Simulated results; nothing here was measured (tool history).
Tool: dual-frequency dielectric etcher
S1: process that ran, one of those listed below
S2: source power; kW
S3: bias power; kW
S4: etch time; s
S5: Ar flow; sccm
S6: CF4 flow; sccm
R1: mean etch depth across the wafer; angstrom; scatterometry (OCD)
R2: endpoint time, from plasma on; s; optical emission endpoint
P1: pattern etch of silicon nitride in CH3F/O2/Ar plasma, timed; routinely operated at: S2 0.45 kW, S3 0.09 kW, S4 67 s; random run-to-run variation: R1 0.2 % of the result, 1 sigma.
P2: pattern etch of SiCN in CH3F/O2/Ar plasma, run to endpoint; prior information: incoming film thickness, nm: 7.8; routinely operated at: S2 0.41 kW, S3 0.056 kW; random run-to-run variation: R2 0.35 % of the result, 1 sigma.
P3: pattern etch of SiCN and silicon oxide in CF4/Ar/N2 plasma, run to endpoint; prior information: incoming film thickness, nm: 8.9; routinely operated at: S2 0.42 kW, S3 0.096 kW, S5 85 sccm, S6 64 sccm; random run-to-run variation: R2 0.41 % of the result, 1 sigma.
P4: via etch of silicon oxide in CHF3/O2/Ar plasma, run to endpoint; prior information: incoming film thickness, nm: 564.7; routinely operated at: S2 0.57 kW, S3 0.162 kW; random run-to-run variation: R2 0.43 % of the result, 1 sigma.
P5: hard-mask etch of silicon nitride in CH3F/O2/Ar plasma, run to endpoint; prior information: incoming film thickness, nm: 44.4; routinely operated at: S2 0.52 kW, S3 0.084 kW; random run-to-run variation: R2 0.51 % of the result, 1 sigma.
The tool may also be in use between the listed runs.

run	day	S1	S2	S3	S4	S5	S6	R1	R2
1	0.304	P1	0.45	0.09	67			537.76	
2	0.533	P5	0.52	0.084					54.618
3	0.854	P1	0.45	0.09	46.5			372.24	
4	1.171	P1	0.45	0.09	67			535.33	
5	1.483	P2	0.41	0.078					20.615
6	1.796	P4	0.57	0.162					294.12
7	2.192	P4	0.57	0.162					295.84
8	2.446	P1	0.45	0.09	67			533.88	
9	2.704	P3	0.42	0.057		85	64		11.558
10	2.992	P3	0.42	0.096		85	49		10.036
11	3.279	P5	0.63	0.084					51.198
12	3.646	P1	0.56	0.09	67			582.16	
13	3.854	P3	0.42	0.096		85	64		9.6123
14	4.058	P2	0.3	0.056					26.143
15	4.442	P1	0.45	0.09	67			536.83	
16	4.675	P2	0.41	0.056					23.123
17	5.046	P4	0.78	0.162					262.51
18	5.238	P1	0.45	0.09	67			535.72	
19	5.45	P3	0.42	0.096		103	64		9.935
20	5.754	P2	0.41	0.056					23.387
21	6.042	P1	0.32	0.09	67			471.06	
22	6.267	P1	0.45	0.125	67			603.71	
23	6.642	P3	0.42	0.096		85	64		9.6604
# day 6.679: source power generator calibrated
24	6.983	P1	0.35	0.067	67			438.62	
25	7.342	P4	0.57	0.195					277.53
26	7.562	P1	0.45	0.09	67			536.01	
27	7.938	P1	0.45	0.09	93.5			746.73	
28	8.179	P5	0.52	0.051					64.143
29	8.579	P1	0.45	0.07	67			491.49	
30	8.762	P3	0.29	0.096		85	64		13.359
31	8.95	P1	0.45	0.09	67			536.28	
32	9.171	P1	0.45	0.09	67			539.51	
33	9.425	P1	0.45	0.09	67			540.5	
34	9.817	P1	0.45	0.09	67			541.51	
# day 9.983: wet clean of the chamber
35	10.075	P1	0.45	0.09	67			545.3	
36	10.275	P1	0.45	0.09	67			543.11	
37	10.546	P1	0.45	0.09	67			544.11	
38	10.817	P1	0.45	0.09	67			545.72	
39	11.192	P1	0.45	0.09	67			545.69	
40	11.45	P1	0.45	0.09	67			545.86	

P1 no longer gives what it gave before; its output has crept away from where it was. The following 2 causes, each at its listed size, fit the log equally well:
A: bias power that arrives over what is set, % = 4.88
B: source power that arrives over what is set, % = 4.65
The onset of the drift is placed at about day 8.95.
Each remaining cause and why it is not a fit:
chamber walls in a state that raises the etch rate, %: serviced at day 9.983, after the drift had started, without restoring the earlier output

Consider the 4 check runs below, whose results appear as question marks and each of which averages 2 wafers. Which one distinguishes the causes, in that each cause would give it a clearly different result?
check 1	11.708	P3	0.42	0.096		85	64		?
check 2	11.708	P5	0.52	0.084					?
check 3	11.708	P2	0.41	0.056					?
check 4	11.708	P4	0.57	0.162					?

Check results expected under each cause:
check	result	if A	if B
check 1	R2	9.4897	9.2754
check 2	R2	53.978	53.948
check 3	R2	22.858	22.825
check 4	R2	290.76	290.28
Per check, the gap between the least separated pair of causes, taken in the result that splits them most: check 1 2.28 %; check 2 0.05 %; check 3 0.15 %; check 4 0.17 %
The other checks would show nearly matching results whichever cause is true, so check 1 is the only one that separates the causes.

Check 1 has now been run. It gave: R2 9.4682 s. Which of the candidate causes is it?

Of the candidate causes, it is A: bias power that arrives over what is set, %.
